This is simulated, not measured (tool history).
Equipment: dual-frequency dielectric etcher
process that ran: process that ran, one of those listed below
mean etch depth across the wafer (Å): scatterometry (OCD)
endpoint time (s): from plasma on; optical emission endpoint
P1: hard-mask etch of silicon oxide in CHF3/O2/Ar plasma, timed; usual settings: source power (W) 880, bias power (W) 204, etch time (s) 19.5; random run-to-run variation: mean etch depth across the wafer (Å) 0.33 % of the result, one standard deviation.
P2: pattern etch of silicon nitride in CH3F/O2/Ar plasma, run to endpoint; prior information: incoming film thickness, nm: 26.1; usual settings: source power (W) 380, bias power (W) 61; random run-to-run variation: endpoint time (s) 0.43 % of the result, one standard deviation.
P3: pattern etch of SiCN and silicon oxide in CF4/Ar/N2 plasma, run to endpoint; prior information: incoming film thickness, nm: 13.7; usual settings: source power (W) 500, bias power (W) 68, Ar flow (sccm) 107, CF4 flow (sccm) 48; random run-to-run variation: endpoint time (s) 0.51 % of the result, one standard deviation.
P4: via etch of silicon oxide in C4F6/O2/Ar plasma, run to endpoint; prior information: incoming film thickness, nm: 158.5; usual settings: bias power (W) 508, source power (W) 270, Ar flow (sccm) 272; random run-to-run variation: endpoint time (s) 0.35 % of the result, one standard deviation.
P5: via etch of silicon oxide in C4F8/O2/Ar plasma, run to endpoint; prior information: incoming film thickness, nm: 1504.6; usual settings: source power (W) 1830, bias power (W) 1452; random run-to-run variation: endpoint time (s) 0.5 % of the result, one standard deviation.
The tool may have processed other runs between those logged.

run,hour,process that ran,source power (W),bias power (W),etch time (s),Ar flow (sccm),CF4 flow (sccm),hours since the last wet clean,hours since the last source power generator calibration,hours since the last bias power generator calibration,mean etch depth across the wafer (Å),endpoint time (s)
1,14.1,P1,880,204,19.5,,,97.5,1321.8,1509.8,476.99,
2,24.8,P3,500,68,,107,48,108.2,1332.5,1520.5,,15.686
3,36.4,P5,1830,1862,,,,119.8,1344.1,1532.1,,307.47
4,46.3,P1,880,263,13.5,,,129.7,1354,1542,363.52,
5,59.6,P1,650,204,12.5,,,143,1367.3,1555.3,274.02,
6,69.1,P3,680,68,,107,48,152.5,1376.8,1564.8,,12.008
7,81.4,P5,1830,1452,,,,164.8,1389.1,1577.1,,326.98
8,90.9,P3,500,54,,107,48,174.3,1398.6,1586.6,,17.174
9,102.9,P1,880,204,24.5,,,186.3,1410.6,1598.6,601.45,
10,112.7,P3,500,68,,107,37,196.1,1420.4,1608.4,,16.658
11,126,P4,270,508,,161,,209.4,1433.7,1621.7,,37.548
12,139.4,P1,880,256,11,,,222.8,1447.1,1635.1,291.84,
13,150,P1,650,204,19.5,,,233.4,1457.7,1645.7,426.16,
14,160.3,P1,1090,204,19.5,,,243.7,1468,1656,524,
15,168.5,P5,2460,1452,,,,251.9,1476.2,1664.2,,290.98
16,182.2,P1,880,289,19.5,,,265.6,1489.9,1677.9,541.06,
17,189.9,P4,180,508,,272,,273.3,1497.6,1685.6,,45.943
18,197.2,P2,380,61,,,,280.6,1504.9,1692.9,,40.321
19,208.7,P1,880,204,13.5,,,292.1,1516.4,1704.4,330.49,
20,218.9,P1,880,204,19.5,,,302.3,1526.6,1714.6,477.76,
21,229.3,P3,500,68,,107,48,312.7,1537,1725,,15.779
22,235.6,P2,380,47,,,,319,1543.3,1731.3,,43.522
23,248.6,P5,1830,1452,,,,332,1556.3,1744.3,,328.63
24,256.2,P4,270,382,,272,,339.6,1563.9,1751.9,,44.159
25,262.8,P2,520,61,,,,346.2,1570.5,1758.5,,35.714
26,271.8,P1,880,204,19.5,,,355.2,1579.5,1767.5,480.31,
27,282.6,P4,270,508,,272,,366,1590.3,1778.3,,39.96
28,289.6,P1,880,204,19.5,,,373,1597.3,1785.3,479.46,
29,300.2,P3,500,68,,147,48,383.6,1607.9,1795.9,,16.574
30,313.9,P4,270,508,,272,,397.3,1621.6,1809.6,,39.926
31,324.7,P1,880,164,19.5,,,408.1,1632.4,1820.4,443.42,
32,339,P1,880,204,19.5,,,422.4,1646.7,1834.7,477.43,
33,351.8,P1,880,204,19.5,,,435.2,1659.5,1847.5,476.51,
34,365,P1,880,204,19.5,,,448.4,1672.7,1860.7,478.16,
35,375.4,P1,880,204,19.5,,,458.8,1683.1,1871.1,468.89,
36,386.1,P1,880,204,19.5,,,469.5,1693.8,1881.8,470.71,
# hour 386.3: wet clean of the chamber
37,394.4,P1,880,204,19.5,,,8.1,1702.1,1890.1,472.67,
38,401.2,P1,880,204,19.5,,,14.9,1708.9,1896.9,470.95,
39,411.9,P1,880,204,19.5,,,25.6,1719.6,1907.6,469.91,
40,423.9,P1,880,204,19.5,,,37.6,1731.6,1919.6,470.56,
41,434.7,P1,880,204,19.5,,,48.4,1742.4,1930.4,471.63,
42,447.4,P1,880,204,19.5,,,61.1,1755.1,1943.1,469.83,

P1 has crept away from where it was. The log is fitted equally well by each of these 2 causes, at the sizes shown:
A: bias power that arrives under what is set, % = 4.78
B: source power that arrives under what is set, % = 4.19
Creep in the process output first set in at about hour 339.
All other causes, with the reason each is excluded:
chamber walls in a state that lowers the etch rate, %: maintenance at hour 386.3, after the shift began, did not return the process to its former output

You are offered 4 check runs, listed below with question marks in place of their results; each one averages 5 wafers. Which run separates the listed causes by giving clearly different results for each?
check 1,460.1,P5,1830,1452,,,,,,,,?
check 2,460.1,P4,270,508,,272,,,,,,?
check 3,460.1,P3,500,68,,107,48,,,,,?
check 4,460.1,P2,380,61,,,,,,,,?

Predicted outcomes, by check and by cause:
check,result,if A,if B
check 1,endpoint time (s),334.11,335.57
check 2,endpoint time (s),40.531,40.41
check 3,endpoint time (s),16.052,16.379
check 4,endpoint time (s),41.034,41.045
How far apart the two closest causes lie, in the result that separates them most: check 1 0.44 %; check 2 0.3 %; check 3 2.02 %; check 4 0.03 %
The causes can be told apart only by check 3. The other checks would give nearly the same results under each of them.

Running check 3 produced the following: endpoint time (s) 16.304. Which one of the listed causes fits?

It is B: source power that arrives under what is set, %.

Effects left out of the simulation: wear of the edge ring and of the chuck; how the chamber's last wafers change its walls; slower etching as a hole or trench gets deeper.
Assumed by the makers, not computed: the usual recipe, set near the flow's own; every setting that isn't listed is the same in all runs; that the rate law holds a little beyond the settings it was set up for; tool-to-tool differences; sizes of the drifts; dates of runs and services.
